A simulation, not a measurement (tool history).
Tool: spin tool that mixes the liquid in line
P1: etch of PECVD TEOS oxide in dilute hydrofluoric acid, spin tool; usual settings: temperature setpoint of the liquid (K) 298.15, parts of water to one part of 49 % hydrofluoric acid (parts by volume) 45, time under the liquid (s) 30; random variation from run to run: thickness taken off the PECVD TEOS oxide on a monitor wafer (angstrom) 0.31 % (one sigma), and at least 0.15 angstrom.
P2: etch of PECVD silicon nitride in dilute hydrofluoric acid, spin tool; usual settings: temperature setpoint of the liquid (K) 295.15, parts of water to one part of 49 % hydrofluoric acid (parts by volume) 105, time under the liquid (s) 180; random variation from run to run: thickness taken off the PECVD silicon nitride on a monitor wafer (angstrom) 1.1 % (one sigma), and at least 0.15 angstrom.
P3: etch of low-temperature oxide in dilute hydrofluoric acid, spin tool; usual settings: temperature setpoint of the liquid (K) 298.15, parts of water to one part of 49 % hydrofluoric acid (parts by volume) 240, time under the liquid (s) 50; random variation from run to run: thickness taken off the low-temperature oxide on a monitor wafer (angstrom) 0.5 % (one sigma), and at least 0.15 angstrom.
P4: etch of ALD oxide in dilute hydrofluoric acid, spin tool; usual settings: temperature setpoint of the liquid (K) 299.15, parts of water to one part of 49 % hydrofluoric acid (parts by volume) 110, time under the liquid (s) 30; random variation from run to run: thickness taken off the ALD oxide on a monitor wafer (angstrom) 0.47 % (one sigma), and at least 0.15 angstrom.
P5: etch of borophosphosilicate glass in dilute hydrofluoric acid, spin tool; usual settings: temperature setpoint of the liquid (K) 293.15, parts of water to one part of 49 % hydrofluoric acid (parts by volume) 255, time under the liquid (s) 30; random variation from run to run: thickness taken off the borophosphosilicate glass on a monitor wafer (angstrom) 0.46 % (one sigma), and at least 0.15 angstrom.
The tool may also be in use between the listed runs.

run     day  process that ran  temperature setpoint of the liquid (K)  parts of water to one part of 49 % hydrofluoric acid (parts by volume)  time under the liquid (s)  hours since the thermometer was replaced  hours since the hydrofluoric acid flow meter was replaced  thickness taken off the PECVD TEOS oxide on a monitor wafer (angstrom)  thickness taken off the PECVD silicon nitride on a monitor wafer (angstrom)  thickness taken off the low-temperature oxide on a monitor wafer (angstrom)  thickness taken off the borophosphosilicate glass on a monitor wafer (angstrom)  thickness taken off the ALD oxide on a monitor wafer (angstrom)
  1   0.758                P1                                  298.15                                                                      45                         30                                     381.3                                                       1103                                                                  102.19
  2   1.267                P1                                  298.15                                                                      20                         30                                     393.5                                                     1115.2                                                                  236.54
  3     1.6                P1                                  298.15                                                                      45                         30                                     401.5                                                     1123.2                                                                  102.37
  4   1.962                P1                                  305.15                                                                      45                         55                                     410.2                                                     1131.9                                                                  247.81
  5   2.671                P2                                  290.15                                                                     105                        180                                     427.2                                                     1148.9                                                                                                                                               18.171
  6   3.283                P3                                  290.15                                                                     240                         50                                     441.9                                                     1163.6                                                                                                                                                                                                                            48.773
  7   3.625                P5                                  290.15                                                                     255                         30                                     450.1                                                     1171.8                                                                                                                                                                                                                                                                                                             43.079
  8   4.096                P4                                  299.15                                                                     110                         30                                     461.4                                                     1183.1                                                                                                                                                                                                                                                                                                                                                                              49.729
  9    4.85                P1                                  298.15                                                                      45                         30                                     479.5                                                     1201.2                                                                  102.03
 10   5.288                P1                                  291.15                                                                      45                         30                                       490                                                     1211.7                                                                  76.061
 11   5.667                P4                                  304.65                                                                     110                         30                                     499.1                                                     1220.8                                                                                                                                                                                                                                                                                                                                                                              61.786
 12   6.058                P4                                  299.15                                                                      25                         30                                     508.5                                                     1230.2                                                                                                                                                                                                                                                                                                                                                                               247.3
 13   6.458                P2                                  295.15                                                                     105                         50                                     518.1                                                     1239.8                                                                                                                                               7.2806
 14   6.817                P1                                  305.15                                                                      45                         30                                     526.7                                                     1248.4                                                                   135.1
 15   7.362                P5                                  293.15                                                                     255                         30                                     539.8                                                     1261.5                                                                                                                                                                                                                                                                                                             47.907
 16   7.912                P5                                  293.15                                                                     255                         60                                       553                                                     1274.7                                                                                                                                                                                                                                                                                                             95.662
 17   8.458                P2                                  295.15                                                                     180                        180                                     566.1                                                     1287.8                                                                                                                                               15.554
 18   8.854                P1                                  298.15                                                                      45                         45                                     575.6                                                     1297.3                                                                  152.76
 19   9.408                P1                                  291.15                                                                      20                         30                                     588.9                                                     1310.6                                                                  176.29
 20   9.908                P1                                  298.15                                                                      45                         15                                     600.9                                                     1322.6                                                                  51.266
 21  10.254                P4                                  299.15                                                                     110                         30                                     609.2                                                     1330.9                                                                                                                                                                                                                                                                                                                                                                              50.054
 22      11                P3                                  298.15                                                                      45                         50                                     627.1                                                     1348.8                                                                                                                                                                                                                            445.66
 23  11.592                P1                                  298.15                                                                      45                         30                                     641.3                                                       1363                                                                  102.75
 24  12.017                P5                                  293.15                                                                     255                         30                                     651.5                                                     1373.2                                                                                                                                                                                                                                                                                                             47.918
 25  12.392                P1                                  298.15                                                                      45                         30                                     660.5                                                     1382.2                                                                  102.25
 26  12.971                P1                                  298.15                                                                      45                         30                                     674.4                                                     1396.1                                                                   102.5
 27  13.467                P1                                  298.15                                                                      70                         30                                     686.3                                                       1408                                                                  63.688
 28  13.796                P5                                  293.15                                                                      40                         30                                     694.2                                                     1415.9                                                                                                                                                                                                                                                                                                             389.47
 29  14.525                P3                                  298.15                                                                     240                         50                                     711.7                                                     1433.4                                                                                                                                                                                                                            65.648
 30  14.867                P3                                  298.15                                                                     240                         80                                     719.9                                                     1441.6                                                                                                                                                                                                                            104.64
 31  15.229                P2                                  295.15                                                                     105                        180                                     728.6                                                     1450.3                                                                                                                                               26.658
 32  15.854                P4                                  299.15                                                                     110                         65                                     743.6                                                     1465.3                                                                                                                                                                                                                                                                                                                                                                              108.82
 33  16.579                P1                                  298.15                                                                      45                         30                                       761                                                     1482.7                                                                   102.3
 34  17.146                P1                                  298.15                                                                      45                         30                                     774.6                                                     1496.3                                                                  97.992
 35  17.896                P1                                  298.15                                                                      45                         30                                     792.6                                                     1514.3                                                                  95.724
 36  18.242                P1                                  298.15                                                                      45                         30                                     800.9                                                     1522.6                                                                  95.172
 37  18.662                P1                                  298.15                                                                      45                         30                                       811                                                     1532.7                                                                  94.418
 38  19.254                P1                                  298.15                                                                      45                         30                                     825.2                                                     1546.9                                                                  93.546
 39  19.988                P1                                  298.15                                                                      45                         30                                     842.8                                                     1564.5                                                                  93.842

What P1 gives has crept away from where it was. These 2 causes fit the log equally well, each at the size given:
A: hydrofluoric acid flow below the setpoint (%) = 7.78
B: liquid colder than its thermometer reads (K) = 2.09
The creep began at about day 16.579.

4 check runs are offered, each on 5 wafers whose results are averaged, their results left as question marks. Which one tells the causes apart?
check 1  20.721                P5                                  293.15                                                                      85                         30                                                                                                                                                                                                                                                                                                                                                                                                                       ?
check 2  20.721                P3                                  298.15                                                                      50                         80                                                                                                                                                                                                                                                                                                                                      ?
check 3  20.721                P4                                  299.15                                                                      25                         30                                                                                                                                                                                                                                                                                                                                                                                                                                                                                        ?
check 4  20.721                P2                                  295.15                                                                     105                         85                                                                                                                                                                                                                                                         ?

What each check would give under each cause:
  check                                                                           result    if A    if B
check 1  thickness taken off the borophosphosilicate glass on a monitor wafer (angstrom)  156.94   157.2
check 2      thickness taken off the low-temperature oxide on a monitor wafer (angstrom)   584.7  585.11
check 3                  thickness taken off the ALD oxide on a monitor wafer (angstrom)  227.35  226.62
check 4      thickness taken off the PECVD silicon nitride on a monitor wafer (angstrom)  11.365  10.689
How far apart the two closest causes lie, in the result that separates them most: check 1 0.17 %; check 2 0.07 %; check 3 0.32 %; check 4 6.14 %
Check 4 tells the causes apart: in the others they would give nearly the same result.

Check 4 was then run and gave: thickness taken off the PECVD silicon nitride on a monitor wafer (angstrom) 10.877. Which cause is it?

It is B: liquid colder than its thermometer reads (K).
